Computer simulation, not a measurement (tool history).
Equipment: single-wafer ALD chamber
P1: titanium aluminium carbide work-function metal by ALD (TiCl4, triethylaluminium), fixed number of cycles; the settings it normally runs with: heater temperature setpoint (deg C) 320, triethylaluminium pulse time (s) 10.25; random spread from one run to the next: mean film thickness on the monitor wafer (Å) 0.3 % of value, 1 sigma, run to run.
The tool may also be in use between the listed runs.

run	day	heater temperature setpoint (deg C)	triethylaluminium pulse time (s)	hours since the last thermocouple change	hours since the last triethylaluminium bottle change	mean film thickness on the monitor wafer (Å)
1	0.229	320	10.25	417.8	253.2	21.569
2	0.446	298	10.25	423.0	258.4	19.699
3	0.792	320	10.25	431.3	266.7	21.474
4	1.062	320	10.25	437.8	273.2	21.562
5	1.242	320	10.25	442.1	277.5	21.557
6	1.596	344	10.25	450.6	286.0	23.562
7	1.792	320	10.25	455.3	290.7	21.396
8	2.033	320	3.42	461.1	296.5	15.337
9	2.350	320	15.35	468.7	304.1	22.050
# day 2.462: triethylaluminium bottle replaced
10	2.712	320	10.25	477.4	6.1	21.508
11	3.054	310	14.35	485.6	14.3	21.017
12	3.404	320	10.25	494.0	22.7	21.547
13	3.767	320	10.25	502.7	31.4	21.492
14	4.062	320	10.25	509.8	38.5	21.359
15	4.304	320	10.25	515.6	44.3	21.423
16	4.496	320	10.25	520.2	48.9	21.339

Estimate the outcome of run 17 from the log above:
17	4.754	320	10.25	526.4	55.1	?

{"run 17": {"mean film thickness on the monitor wafer (Å)": 21.317}}
